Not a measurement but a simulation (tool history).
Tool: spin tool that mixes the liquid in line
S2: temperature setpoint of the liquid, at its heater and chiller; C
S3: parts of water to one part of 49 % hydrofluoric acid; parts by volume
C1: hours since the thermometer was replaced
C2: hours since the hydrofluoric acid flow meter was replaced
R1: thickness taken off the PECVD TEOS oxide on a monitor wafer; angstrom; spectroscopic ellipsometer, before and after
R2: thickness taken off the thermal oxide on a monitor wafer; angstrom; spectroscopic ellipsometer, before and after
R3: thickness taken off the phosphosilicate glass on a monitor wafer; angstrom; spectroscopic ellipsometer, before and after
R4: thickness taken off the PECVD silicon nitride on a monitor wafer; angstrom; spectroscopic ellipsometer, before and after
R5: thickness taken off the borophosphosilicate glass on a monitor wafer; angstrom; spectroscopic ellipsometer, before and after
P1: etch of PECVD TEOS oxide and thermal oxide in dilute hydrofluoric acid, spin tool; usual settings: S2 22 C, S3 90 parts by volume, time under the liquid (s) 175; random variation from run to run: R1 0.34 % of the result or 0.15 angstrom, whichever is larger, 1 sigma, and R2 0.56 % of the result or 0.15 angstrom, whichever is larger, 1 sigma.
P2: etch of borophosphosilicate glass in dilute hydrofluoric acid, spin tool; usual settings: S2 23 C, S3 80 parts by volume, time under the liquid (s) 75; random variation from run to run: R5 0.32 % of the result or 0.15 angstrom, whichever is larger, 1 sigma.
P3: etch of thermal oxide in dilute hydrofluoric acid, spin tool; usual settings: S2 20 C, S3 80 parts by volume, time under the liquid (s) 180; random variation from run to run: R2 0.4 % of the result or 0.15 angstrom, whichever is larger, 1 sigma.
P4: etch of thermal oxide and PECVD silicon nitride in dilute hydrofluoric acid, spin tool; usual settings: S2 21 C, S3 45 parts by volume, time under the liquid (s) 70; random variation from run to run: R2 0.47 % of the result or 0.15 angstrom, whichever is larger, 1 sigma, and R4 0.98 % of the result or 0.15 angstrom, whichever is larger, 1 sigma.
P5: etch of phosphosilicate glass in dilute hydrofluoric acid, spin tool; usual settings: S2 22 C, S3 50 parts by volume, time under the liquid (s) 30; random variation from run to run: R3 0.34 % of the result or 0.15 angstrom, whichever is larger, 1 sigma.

Run 1, hour 6.2: process that ran P1, S2 22 C, S3 90 parts by volume, time under the liquid (s) 175; C1 885.9; C2 1449.1. Result: R1 203 angstrom, R2 84.762 angstrom.
Run 2, hour 19.2: process that ran P1, S2 22 C, S3 150 parts by volume, time under the liquid (s) 175; C1 898.9; C2 1462.1. Result: R1 113.78 angstrom, R2 46.703 angstrom.
Run 3, hour 27.1: process that ran P5, S2 17 C, S3 50 parts by volume, time under the liquid (s) 30; C1 906.8; C2 1470. Result: R3 343.05 angstrom.
Run 4, hour 38.2: process that ran P3, S2 20 C, S3 80 parts by volume, time under the liquid (s) 180; C1 917.9; C2 1481.1. Result: R2 91.166 angstrom.
Run 5, hour 44.1: process that ran P1, S2 27 C, S3 90 parts by volume, time under the liquid (s) 30; C1 923.8; C2 1487. Result: R1 42.312 angstrom, R2 17.663 angstrom.
Run 6, hour 51.8: process that ran P4, S2 21 C, S3 75 parts by volume, time under the liquid (s) 70; C1 931.5; C2 1494.7. Result: R2 40.296 angstrom, R4 12.522 angstrom.
Run 7, hour 64.9: process that ran P5, S2 22 C, S3 20 parts by volume, time under the liquid (s) 30; C1 944.6; C2 1507.8. Result: R3 1104.8 angstrom.
Run 8, hour 77.1: process that ran P4, S2 27.5 C, S3 45 parts by volume, time under the liquid (s) 70; C1 956.8; C2 1520. Result: R2 90.625 angstrom, R4 32.428 angstrom.
Run 9, hour 83.7: process that ran P1, S2 22 C, S3 90 parts by volume, time under the liquid (s) 175; C1 963.4; C2 1526.6. Result: R1 203.59 angstrom, R2 84.379 angstrom.
Run 10, hour 96.2: process that ran P4, S2 21 C, S3 45 parts by volume, time under the liquid (s) 100; C1 975.9; C2 1539.1. Result: R2 98.741 angstrom, R4 29.964 angstrom.
Run 11, hour 107.8: process that ran P2, S2 23 C, S3 80 parts by volume, time under the liquid (s) 150; C1 987.5; C2 1550.7. Result: R5 867.93 angstrom.
Run 12, hour 113.9: process that ran P1, S2 22 C, S3 90 parts by volume, time under the liquid (s) 85; C1 993.6; C2 1556.8. Result: R1 98.881 angstrom, R2 40.917 angstrom.
Run 13, hour 125.4: process that ran P2, S2 23 C, S3 135 parts by volume, time under the liquid (s) 75; C1 1005.1; C2 1568.3. Result: R5 240.97 angstrom.
Run 14, hour 133.9: process that ran P1, S2 26.5 C, S3 90 parts by volume, time under the liquid (s) 175; C1 1013.6; C2 1576.8. Result: R1 244.42 angstrom, R2 100.82 angstrom.
Run 15, hour 142.7: process that ran P1, S2 22 C, S3 90 parts by volume, time under the liquid (s) 175; C1 1022.4; C2 1585.6. Result: R1 202.46 angstrom, R2 84.2 angstrom.
Run 16, hour 151.1: process that ran P3, S2 17 C, S3 80 parts by volume, time under the liquid (s) 180; C1 1030.8; C2 1594. Result: R2 79.67 angstrom.
Run 17, hour 161.1: process that ran P2, S2 28.5 C, S3 80 parts by volume, time under the liquid (s) 75; C1 1040.8; C2 1604. Result: R5 541.82 angstrom.
Run 18, hour 168.2: process that ran P1, S2 22 C, S3 50 parts by volume, time under the liquid (s) 175; C1 1047.9; C2 1611.1. Result: R1 382.38 angstrom, R2 158.55 angstrom.
Run 19, hour 180: process that ran P1, S2 25.5 C, S3 90 parts by volume, time under the liquid (s) 55; C1 1059.7; C2 1622.9. Result: R1 73.551 angstrom, R2 30.58 angstrom.
Run 20, hour 192.2: process that ran P1, S2 22 C, S3 90 parts by volume, time under the liquid (s) 175; C1 1071.9; C2 1635.1. Result: R1 204.13 angstrom, R2 84.166 angstrom.
Run 21, hour 198.2: process that ran P3, S2 20 C, S3 80 parts by volume, time under the liquid (s) 15; C1 1077.9; C2 1641.1. Result: R2 7.5489 angstrom.
Run 22, hour 206.3: process that ran P1, S2 22 C, S3 60 parts by volume, time under the liquid (s) 300; C1 1086; C2 1649.2. Result: R1 541.08 angstrom, R2 224.11 angstrom.
Run 23, hour 214.7: process that ran P5, S2 22 C, S3 50 parts by volume, time under the liquid (s) 55; C1 1094.4; C2 1657.6. Result: R3 779.82 angstrom.
Run 24, hour 227.9: process that ran P1, S2 22 C, S3 90 parts by volume, time under the liquid (s) 330; C1 1107.6; C2 1670.8. Result: R1 382.44 angstrom, R2 158.84 angstrom.
Run 25, hour 237: process that ran P4, S2 21 C, S3 45 parts by volume, time under the liquid (s) 70; C1 1116.7; C2 1679.9. Result: R2 69.374 angstrom, R4 21.034 angstrom.
Run 26, hour 247.7: process that ran P1, S2 17.5 C, S3 90 parts by volume, time under the liquid (s) 175; C1 1127.4; C2 1690.6. Result: R1 167.81 angstrom, R2 70.185 angstrom.
Run 27, hour 256: process that ran P2, S2 23 C, S3 80 parts by volume, time under the liquid (s) 75; C1 1135.7; C2 1698.9. Result: R5 436.07 angstrom.
Run 28, hour 264.4: process that ran P5, S2 22 C, S3 50 parts by volume, time under the liquid (s) 30; C1 1144.1; C2 1707.3. Result: R3 424.52 angstrom.
Run 29, hour 276.3: process that ran P3, S2 20 C, S3 20 parts by volume, time under the liquid (s) 180; C1 1156; C2 1719.2. Result: R2 391.78 angstrom.
Run 30, hour 285.7: process that ran P1, S2 22 C, S3 90 parts by volume, time under the liquid (s) 175; C1 1165.4; C2 1728.6. Result: R1 202.35 angstrom, R2 84.371 angstrom.
Run 31, hour 291.9: process that ran P1, S2 22 C, S3 90 parts by volume, time under the liquid (s) 175; C1 1171.6; C2 1734.8. Result: R1 206.4 angstrom, R2 86.42 angstrom.
Run 32, hour 302.5: process that ran P1, S2 22 C, S3 90 parts by volume, time under the liquid (s) 175; C1 1182.2; C2 1745.4. Result: R1 213.16 angstrom, R2 87.699 angstrom.
Run 33, hour 314.8: process that ran P1, S2 22 C, S3 90 parts by volume, time under the liquid (s) 175; C1 1194.5; C2 1757.7. Result: R1 216.78 angstrom, R2 89.43 angstrom.
Run 34, hour 328: process that ran P1, S2 22 C, S3 90 parts by volume, time under the liquid (s) 175; C1 1207.7; C2 1770.9. Result: R1 216.76 angstrom, R2 90.179 angstrom.
Run 35, hour 337.3: process that ran P1, S2 22 C, S3 90 parts by volume, time under the liquid (s) 175; C1 1217; C2 1780.2. Result: R1 217.92 angstrom, R2 90.039 angstrom.
Run 36, hour 343.8: process that ran P1, S2 22 C, S3 90 parts by volume, time under the liquid (s) 175; C1 1223.5; C2 1786.7. Result: R1 218.48 angstrom, R2 90.914 angstrom.
Run 37, hour 355.8: process that ran P1, S2 22 C, S3 90 parts by volume, time under the liquid (s) 175; C1 1235.5; C2 1798.7. Result: R1 218.33 angstrom, R2 91.662 angstrom.
Run 38, hour 363: process that ran P1, S2 22 C, S3 90 parts by volume, time under the liquid (s) 175; C1 1242.7; C2 1805.9. Result: R1 218.89 angstrom, R2 90.586 angstrom.

What P1 gives has crept away from where it was. These 2 causes fit the log equally well, each at the size given:
A: hydrofluoric acid flow above the setpoint (%) = 7.29
B: liquid hotter than its thermometer reads (K) = 1.93
The creep began at about hour 285.7.

4 check runs are offered, each on 2 wafers whose results are averaged, their results left as question marks. Which one tells the causes apart?
Run check 1, hour 370.2: process that ran P4, S2 21 C, S3 45 parts by volume, time under the liquid (s) 70. Result: R2 ?, R4 ?.
Run check 2, hour 370.2: process that ran P3, S2 20 C, S3 80 parts by volume, time under the liquid (s) 180. Result: R2 ?.
Run check 3, hour 370.2: process that ran P5, S2 22 C, S3 50 parts by volume, time under the liquid (s) 30. Result: R3 ?.
Run check 4, hour 370.2: process that ran P2, S2 23 C, S3 80 parts by volume, time under the liquid (s) 75. Result: R5 ?.

What each check would give under each cause:
  check  result    if A    if B
check 1      R2  74.833  75.344
check 1      R4  22.449  23.933
check 2      R2  98.194  98.483
check 3      R3  458.29  460.75
check 4      R5  470.66  470.87
How far apart the two closest causes lie, in the result that separates them most: check 1 6.4 %; check 2 0.29 %; check 3 0.54 %; check 4 0.04 %
Only check 1 tells the causes apart: in the others they would give nearly the same result.

Check 1 was then run and gave: R2 75.261 angstrom; R4 24.131 angstrom. Which cause is it?

It is B: liquid hotter than its thermometer reads (K).
